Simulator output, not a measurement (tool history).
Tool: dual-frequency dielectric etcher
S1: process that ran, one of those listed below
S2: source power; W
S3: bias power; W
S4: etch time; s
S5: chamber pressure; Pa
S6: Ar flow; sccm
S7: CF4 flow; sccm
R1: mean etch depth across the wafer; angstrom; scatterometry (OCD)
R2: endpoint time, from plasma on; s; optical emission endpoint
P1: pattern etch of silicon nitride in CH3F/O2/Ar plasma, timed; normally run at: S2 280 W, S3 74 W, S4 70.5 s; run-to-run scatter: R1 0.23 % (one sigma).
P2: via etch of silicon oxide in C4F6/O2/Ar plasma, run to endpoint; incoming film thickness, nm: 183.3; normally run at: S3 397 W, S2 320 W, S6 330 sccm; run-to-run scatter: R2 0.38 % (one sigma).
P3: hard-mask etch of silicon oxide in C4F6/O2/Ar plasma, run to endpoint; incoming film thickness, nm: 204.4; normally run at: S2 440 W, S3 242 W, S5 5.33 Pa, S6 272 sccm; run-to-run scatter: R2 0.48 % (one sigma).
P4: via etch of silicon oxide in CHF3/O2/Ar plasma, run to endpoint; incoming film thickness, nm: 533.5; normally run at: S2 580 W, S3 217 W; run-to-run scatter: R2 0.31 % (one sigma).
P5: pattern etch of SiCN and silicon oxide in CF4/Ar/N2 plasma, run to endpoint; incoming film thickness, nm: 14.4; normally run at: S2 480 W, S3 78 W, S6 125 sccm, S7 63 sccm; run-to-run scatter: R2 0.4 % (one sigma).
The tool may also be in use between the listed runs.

run     day  S1   S2   S3    S4    S5   S6  S7      R1      R2
  1   0.412  P1  280   74  70.5                 421.63
  2   0.858  P3  440  242        5.33  178              53.749
  3   1.129  P3  440  242         6.6  272              58.553
  4   1.429  P5  480   57              125  63          17.936
  5   1.967  P5  480   78               98  63          15.468
  6   2.433  P1  280   74  70.5                 421.25
  7   2.746  P4  720  217                               230.29
  8   3.175  P1  350   74  70.5                 459.68
  9   3.604  P5  480   78              125  63          16.051
 10   4.138  P1  340   74    39                 250.65
 11   4.667  P4  580  217                                  251
 12   4.971  P3  620  242        5.33  272              49.987
 13   5.471  P5  480   78              125  79          15.528
 14   5.983  P2  210  397              330              55.411
 15   6.258  P2  320  397              330              47.463
 16   6.754  P1  280   74  70.5                 420.39
 17   7.246  P4  580  130                               295.46
 18   7.767  P1  280   74    88                 526.19
 19   8.029  P1  340   74   103                 665.64
 20   8.608  P2  320  238              330              57.349
      8.854  -- bias power generator calibrated
 21   8.921  P4  580  217                               250.77
 22   9.225  P3  440  148        5.33  272              66.145
 23   9.696  P1  280   93  70.5                 457.82
 24  10.208  P3  440  242        5.33  272              56.989
 25  10.621  P1  280   74    39                 233.94
 26  10.988  P2  320  397              464              49.308
 27  11.488  P1  280   74  70.5                 423.12
 28  11.904  P1  280   51  70.5                 371.16
 29  12.467  P5  640   78              125  63          12.511
 30  12.792  P1  220   74  70.5                 384.57
 31    13.3  P1  280   74  70.5                 422.17
 32  13.829  P1  280   74  70.5                 418.62
 33  14.358  P1  280   74  70.5                 415.77
 34  14.654  P1  280   74  70.5                 414.79
 35  14.917  P1  280   74  70.5                 416.82
     15.104  -- wet clean of the chamber
 36  15.496  P1  280   74  70.5                 415.38
 37  15.783  P1  280   74  70.5                 415.86

What P1 gives has crept away from where it was. These 2 causes fit the log equally well, each at the size given:
A: bias power that arrives under what is set, % = 4.24
B: source power that arrives under what is set, % = 3.99
The creep began at about day 13.3.
Why every other cause is out:
chamber walls in a state that lowers the etch rate, %: serviced at day 15.104, which brought nothing back

4 check runs are offered, each on 2 wafers whose results are averaged, their results left as question marks. Which one tells the causes apart?
check 1  16.071  P3  590  242      5.33  190           ?
check 2  16.071  P2  260  274            330           ?
check 3  16.071  P5  560   78            125  63       ?
check 4  16.071  P4  660  133                          ?

What each check would give under each cause:
  check  result    if A    if B
check 1      R2  49.442  49.521
check 2      R2  59.395  59.414
check 3      R2   14.28  14.574
check 4      R2  283.66  284.35
How far apart the two closest causes lie, in the result that separates them most: check 1 0.16 %; check 2 0.03 %; check 3 2.03 %; check 4 0.24 %
Check 3 tells the causes apart: in the others they would give nearly the same result.

Then check 3 was run and gave: R2 14.647 s. Which cause is it?

It is B: source power that arrives under what is set, %.
